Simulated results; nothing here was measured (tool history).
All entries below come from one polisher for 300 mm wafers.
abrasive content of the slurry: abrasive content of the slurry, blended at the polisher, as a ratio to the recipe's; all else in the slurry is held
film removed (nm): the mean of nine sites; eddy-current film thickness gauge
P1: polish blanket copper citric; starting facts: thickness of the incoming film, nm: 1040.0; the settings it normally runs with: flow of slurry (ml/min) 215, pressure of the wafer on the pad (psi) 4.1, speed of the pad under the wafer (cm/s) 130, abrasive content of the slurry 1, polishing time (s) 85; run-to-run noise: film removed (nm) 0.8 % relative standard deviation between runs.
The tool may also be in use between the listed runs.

run   hour  flow of slurry (ml/min)  pressure of the wafer on the pad (psi)  speed of the pad under the wafer (cm/s)  abrasive content of the slurry  polishing time (s)  wafers polished on this pad  hours since the slurry nozzle was cleaned  hours since the head pressure was calibrated  hours since the slurry blender was calibrated  film removed (nm)
  1    2.8                      215                                     4.1                                      130                               1                  85                          781                                      167.4                                         505.8                                          206.1              280.7
  2    7.8                      215                                     4.1                                      160                             0.6                  85                          834                                      172.4                                         510.8                                          211.1             303.03
  3   13.4                      215                                     1.8                                      130                               1                  85                          894                                        178                                         516.4                                          216.7             124.31
  4   16.5                      215                                     4.1                                      130                               1                 135                          927                                      181.1                                         519.5                                          219.8             439.93
  5   21.5                      215                                     4.1                                      130                             1.5                  85                          980                                      186.1                                         524.5                                          224.8             299.56
  6   26.8                      215                                     4.1                                      130                               1                  85                         1036                                      191.4                                         529.8                                          230.1             277.62
  7   30.7                      310                                     4.1                                      130                               1                  85                         1078                                      195.3                                         533.7                                            234             288.22
  8   33.8                      215                                     4.1                                       80                               1                  85                         1111                                      198.4                                         536.8                                          237.1             171.74
  9   39.8                      215                                     4.1                                       58                               1                  63                         1174                                      204.4                                         542.8                                          243.1             93.437
 10   42.8                      215                                     4.1                                       58                            1.45                  85                         1206                                      207.4                                         545.8                                          246.1             135.95
 11   46.8                      215                                     6.4                                      130                               1                  85                         1249                                      211.4                                         549.8                                          250.1             430.59
 12   52.8                      215                                     4.1                                      130                               1                  85                         1313                                      217.4                                         555.8                                          256.1             272.98
 13   55.6                      215                                     4.1                                      170                               1                  85                         1342                                      220.2                                         558.6                                          258.9             360.48
 14   59.1                      130                                     4.1                                      130                               1                  85                         1380                                      223.7                                         562.1                                          262.4              255.5
 15   64.3                      215                                     4.1                                      130                               1                  57                         1435                                      228.9                                         567.3                                          267.6              183.8
 16     68                      215                                     4.1                                      130                             0.6                  85                         1474                                      232.6                                           571                                          271.3             250.39
 17   73.6                      215                                     4.1                                      130                               1                  85                         1534                                      238.2                                         576.6                                          276.9             275.38
 18   77.2                      215                                     4.1                                      130                               1                  85                         1572                                      241.8                                         580.2                                          280.5             277.96
 19   80.8                      215                                     4.1                                      130                               1                  85                         1610                                      245.4                                         583.8                                          284.1             267.92
 20   85.2                      215                                     4.1                                      130                               1                  85                         1657                                      249.8                                         588.2                                          288.5             271.44
 21   90.5                      215                                     4.1                                      130                               1                  85                         1714                                      255.1                                         593.5                                          293.8             261.23
 22   95.3                      215                                     4.1                                      130                               1                  85                         1765                                      259.9                                         598.3                                          298.6             263.35
 23   97.9                      215                                     4.1                                      130                               1                  85                         1792                                      262.5                                         600.9                                          301.2             263.58
      98.8  -- slurry blender recalibrated
     102.1  -- worn pad replaced by a new one
 24  102.8                      215                                     4.1                                      130                               1                  85                            8                                      267.4                                         605.8                                            4.1             257.04
 25  105.9                      215                                     4.1                                      130                               1                  85                           41                                      270.5                                         608.9                                            7.2             260.75
 26  110.9                      215                                     4.1                                      130                               1                  85                           94                                      275.5                                         613.9                                           12.2             257.59
 27  116.2                      215                                     4.1                                      130                               1                  85                          150                                      280.8                                         619.2                                           17.5             259.36

P1 no longer gives what it gave before; its output has crept away from where it was. The following 2 causes, each at its listed size, fit the log equally well:
A: head's pressure below its setpoint, % = 6.93
B: slurry flow missing at the pad, % = 37
The gradual shift began around hour 77.2.
All other causes, with the reason each is excluded:
removal rate lost through wear of the pad, %: its service at hour 102.1 followed the start of the drift and did not put the process back to its old value
abrasive missing from the slurry, %: its service at hour 98.8 followed the start of the drift and did not put the process back to its old value

Which of the 4 check runs listed below, each an average over 2 wafers with its results shown as question marks, gives clearly different results under the different listed causes?
check 1  121.5                      130                                     4.1                                      130                               1                  67                                                                                                                                                                                       ?
check 2  121.5                      215                                     4.1                                      130                            1.45                  85                                                                                                                                                                                       ?
check 3  121.5                      215                                     5.3                                      130                             1.3                  85                                                                                                                                                                                       ?
check 4  121.5                      215                                     1.9                                      130                            1.25                  85                                                                                                                                                                                       ?

Check results expected under each cause:
  check             result    if A    if B
check 1  film removed (nm)  188.47  180.85
check 2  film removed (nm)  280.65   280.6
check 3  film removed (nm)  352.92  352.94
check 4  film removed (nm)  127.99  127.82
Distance between the nearest two causes, measured in the result of the check that separates them most: check 1 4.13 %; check 2 0.02 %; check 3 0.01 %; check 4 0.13 %
The causes can be told apart only by check 1. The other checks would give nearly the same results under each of them.

With check 1 done, the readings were: film removed (nm) 187.89. Identify which of the listed causes applies.

A is the cause: head's pressure below its setpoint, %.
